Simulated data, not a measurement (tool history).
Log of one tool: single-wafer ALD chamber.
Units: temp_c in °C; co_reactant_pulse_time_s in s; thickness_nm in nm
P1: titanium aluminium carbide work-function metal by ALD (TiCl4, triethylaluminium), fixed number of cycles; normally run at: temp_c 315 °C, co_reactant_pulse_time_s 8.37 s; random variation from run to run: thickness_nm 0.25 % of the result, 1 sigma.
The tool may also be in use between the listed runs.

| run | hour | temp_c | co_reactant_pulse_time_s | hours since the last thermocouple change | hours since the last triethylaluminium bottle change | thickness_nm |
|---|---|---|---|---|---|---|
| 1 | 8 | 315 | 8.37 | 591.7 | 1416.6 | 2.0881 |
| 2 | 15.5 | 315 | 8.37 | 599.2 | 1424.1 | 2.0871 |
| 3 | 20.9 | 315 | 8.37 | 604.6 | 1429.5 | 2.0821 |
| 4 | 31 | 315 | 8.37 | 614.7 | 1439.6 | 2.0921 |
| 5 | 38.9 | 304 | 11.61 | 622.6 | 1447.5 | 2.0725 |
| 6 | 46.8 | 292 | 3.69 | 630.5 | 1455.4 | 1.444 |
| 7 | 54.8 | 300 | 8.37 | 638.5 | 1463.4 | 1.9497 |
| 8 | 64.6 | 337 | 8.37 | 648.3 | 1473.2 | 2.273 |
| 9 | 69.6 | 315 | 8.37 | 653.3 | 1478.2 | 2.084 |
| 10 | 80.1 | 315 | 8.37 | 663.8 | 1488.7 | 2.0888 |
| 11 | 90 | 315 | 2.85 | 673.7 | 1498.6 | 1.3852 |
| 12 | 98.1 | 315 | 11.23 | 681.8 | 1506.7 | 2.1699 |
| 13 | 103 | 315 | 8.37 | 686.7 | 1511.6 | 2.0907 |
| 14 | 112.7 | 315 | 8.37 | 696.4 | 1521.3 | 2.0492 |

Run 15 comes next. What will it give?
| 15 | 117.4 | 315 | 8.37 | 701.1 | 1526 | ? |

{"run 15": {"thickness_nm": 2.0505}}
